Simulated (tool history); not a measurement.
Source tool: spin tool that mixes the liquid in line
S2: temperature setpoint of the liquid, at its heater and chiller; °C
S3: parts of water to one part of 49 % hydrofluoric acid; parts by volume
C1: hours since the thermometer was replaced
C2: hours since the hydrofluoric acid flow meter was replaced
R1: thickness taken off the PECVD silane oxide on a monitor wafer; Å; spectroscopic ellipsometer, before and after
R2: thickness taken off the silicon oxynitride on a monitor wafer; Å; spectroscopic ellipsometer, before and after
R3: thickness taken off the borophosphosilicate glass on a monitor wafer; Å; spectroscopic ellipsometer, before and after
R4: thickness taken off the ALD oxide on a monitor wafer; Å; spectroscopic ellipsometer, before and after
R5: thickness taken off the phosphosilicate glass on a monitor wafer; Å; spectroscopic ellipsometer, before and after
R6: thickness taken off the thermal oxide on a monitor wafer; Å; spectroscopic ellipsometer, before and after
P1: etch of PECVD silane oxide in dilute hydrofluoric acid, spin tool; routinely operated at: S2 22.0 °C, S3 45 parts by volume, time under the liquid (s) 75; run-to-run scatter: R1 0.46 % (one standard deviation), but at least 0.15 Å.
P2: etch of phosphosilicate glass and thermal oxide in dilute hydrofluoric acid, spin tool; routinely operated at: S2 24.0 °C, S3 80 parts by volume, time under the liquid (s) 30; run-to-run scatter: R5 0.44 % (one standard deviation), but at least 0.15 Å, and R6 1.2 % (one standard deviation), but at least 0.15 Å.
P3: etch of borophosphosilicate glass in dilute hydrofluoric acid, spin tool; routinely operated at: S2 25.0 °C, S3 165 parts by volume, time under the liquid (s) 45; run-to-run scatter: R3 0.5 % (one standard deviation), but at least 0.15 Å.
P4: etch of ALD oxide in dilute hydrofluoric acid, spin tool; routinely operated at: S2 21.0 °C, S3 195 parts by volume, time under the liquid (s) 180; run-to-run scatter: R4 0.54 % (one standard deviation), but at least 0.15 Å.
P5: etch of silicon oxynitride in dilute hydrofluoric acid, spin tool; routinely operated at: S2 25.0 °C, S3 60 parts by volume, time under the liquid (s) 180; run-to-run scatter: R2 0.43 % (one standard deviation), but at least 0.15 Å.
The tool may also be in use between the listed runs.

Run 1, day 0.592: process that ran P1, S2 22.0 °C, S3 45 parts by volume, time under the liquid (s) 75; C1 205.4; C2 1457.8. Result: R1 320.550 Å.
Run 2, day 1.346: process that ran P5, S2 32.5 °C, S3 60 parts by volume, time under the liquid (s) 180; C1 223.5; C2 1475.9. Result: R2 134.610 Å.
Run 3, day 2.062: process that ran P1, S2 22.0 °C, S3 20 parts by volume, time under the liquid (s) 110; C1 240.7; C2 1493.1. Result: R1 1081.200 Å.
Run 4, day 2.667: process that ran P3, S2 25.0 °C, S3 165 parts by volume, time under the liquid (s) 45; C1 255.2; C2 1507.6. Result: R3 142.460 Å.
Run 5, day 3.133: process that ran P3, S2 25.0 °C, S3 290 parts by volume, time under the liquid (s) 45; C1 266.4; C2 1518.8. Result: R3 70.498 Å.
Run 6, day 3.650: process that ran P3, S2 25.0 °C, S3 165 parts by volume, time under the liquid (s) 85; C1 278.8; C2 1531.2. Result: R3 267.460 Å.
Run 7, day 4.350: process that ran P3, S2 32.5 °C, S3 165 parts by volume, time under the liquid (s) 45; C1 295.6; C2 1548.0. Result: R3 184.190 Å.
Run 8, day 4.746: process that ran P1, S2 22.0 °C, S3 80 parts by volume, time under the liquid (s) 75; C1 305.1; C2 1557.5. Result: R1 172.050 Å.
Run 9, day 5.438: process that ran P5, S2 25.0 °C, S3 60 parts by volume, time under the liquid (s) 30; C1 321.7; C2 1574.1. Result: R2 15.768 Å.
Run 10, day 6.046: process that ran P4, S2 21.0 °C, S3 195 parts by volume, time under the liquid (s) 355; C1 336.3; C2 1588.7. Result: R4 473.75 Å.
Run 11, day 6.567: process that ran P5, S2 25.0 °C, S3 60 parts by volume, time under the liquid (s) 180; C1 348.8; C2 1601.2. Result: R2 95.329 Å.
Run 12, day 7.029: process that ran P1, S2 22.0 °C, S3 45 parts by volume, time under the liquid (s) 75; C1 359.9; C2 1612.3. Result: R1 319.430 Å.
Run 13, day 7.496: process that ran P4, S2 21.0 °C, S3 195 parts by volume, time under the liquid (s) 180; C1 371.1; C2 1623.5. Result: R4 239.08 Å.
Run 14, day 8.258: process that ran P3, S2 25.0 °C, S3 165 parts by volume, time under the liquid (s) 45; C1 389.4; C2 1641.8. Result: R3 142.390 Å.
Run 15, day 8.825: process that ran P2, S2 17.5 °C, S3 80 parts by volume, time under the liquid (s) 30; C1 403.0; C2 1655.4. Result: R5 210.55 Å, R6 13.021 Å.
Run 16, day 9.412: process that ran P5, S2 25.0 °C, S3 95 parts by volume, time under the liquid (s) 180; C1 417.1; C2 1669.5. Result: R2 58.133 Å.
Run 17, day 10.100: process that ran P1, S2 22.0 °C, S3 45 parts by volume, time under the liquid (s) 15; C1 433.6; C2 1686.0. Result: R1 63.815 Å.
Run 18, day 10.862: process that ran P1, S2 22.0 °C, S3 45 parts by volume, time under the liquid (s) 75; C1 451.9; C2 1704.3. Result: R1 319.820 Å.
Run 19, day 11.342: process that ran P1, S2 22.0 °C, S3 45 parts by volume, time under the liquid (s) 75; C1 463.4; C2 1715.8. Result: R1 317.920 Å.
Run 20, day 12.100: process that ran P1, S2 22.0 °C, S3 30 parts by volume, time under the liquid (s) 75; C1 481.6; C2 1734.0. Result: R1 484.000 Å.
Run 21, day 12.700: process that ran P1, S2 27.5 °C, S3 45 parts by volume, time under the liquid (s) 75; C1 496.0; C2 1748.4. Result: R1 400.910 Å.
Run 22, day 13.129: process that ran P4, S2 21.0 °C, S3 95 parts by volume, time under the liquid (s) 180; C1 506.3; C2 1758.7. Result: R4 547.72 Å.
Run 23, day 13.588: process that ran P1, S2 17.0 °C, S3 45 parts by volume, time under the liquid (s) 75; C1 517.3; C2 1769.7. Result: R1 256.220 Å.
Run 24, day 14.283: process that ran P1, S2 22.0 °C, S3 45 parts by volume, time under the liquid (s) 75; C1 534.0; C2 1786.4. Result: R1 319.970 Å.
Run 25, day 14.967: process that ran P4, S2 21.0 °C, S3 195 parts by volume, time under the liquid (s) 180; C1 550.4; C2 1802.8. Result: R4 238.19 Å.
Run 26, day 15.367: process that ran P1, S2 22.0 °C, S3 45 parts by volume, time under the liquid (s) 120; C1 560.0; C2 1812.4. Result: R1 509.530 Å.
Run 27, day 16.071: process that ran P1, S2 22.0 °C, S3 45 parts by volume, time under the liquid (s) 75; C1 576.9; C2 1829.3. Result: R1 319.940 Å.
Run 28, day 16.542: process that ran P2, S2 24.0 °C, S3 45 parts by volume, time under the liquid (s) 30; C1 588.2; C2 1840.6. Result: R5 513.13 Å, R6 32.653 Å.
Run 29, day 17.288: process that ran P2, S2 24.0 °C, S3 80 parts by volume, time under the liquid (s) 30; C1 606.1; C2 1858.5. Result: R5 275.38 Å, R6 17.494 Å.
Run 30, day 17.771: process that ran P2, S2 24.0 °C, S3 80 parts by volume, time under the liquid (s) 60; C1 617.7; C2 1870.1. Result: R5 550.64 Å, R6 34.757 Å.
Run 31, day 18.117: process that ran P4, S2 28.0 °C, S3 195 parts by volume, time under the liquid (s) 180; C1 626.0; C2 1878.4. Result: R4 308.91 Å.
Run 32, day 18.871: process that ran P1, S2 22.0 °C, S3 45 parts by volume, time under the liquid (s) 75; C1 644.1; C2 1896.5. Result: R1 316.900 Å.
Run 33, day 19.388: process that ran P1, S2 22.0 °C, S3 45 parts by volume, time under the liquid (s) 75; C1 656.5; C2 1908.9. Result: R1 311.570 Å.
Run 34, day 20.062: process that ran P1, S2 22.0 °C, S3 45 parts by volume, time under the liquid (s) 75; C1 672.7; C2 1925.1. Result: R1 304.240 Å.
Run 35, day 20.496: process that ran P1, S2 22.0 °C, S3 45 parts by volume, time under the liquid (s) 75; C1 683.1; C2 1935.5. Result: R1 302.580 Å.
Run 36, day 21.079: process that ran P1, S2 22.0 °C, S3 45 parts by volume, time under the liquid (s) 75; C1 697.1; C2 1949.5. Result: R1 297.370 Å.

What does the tool deliver on the next run?
Run 37, day 21.471: process that ran P1, S2 22.0 °C, S3 45 parts by volume, time under the liquid (s) 75; C1 706.5; C2 1958.9. Result: R1 ?.

Run 37 gave R1 296.500 Å.
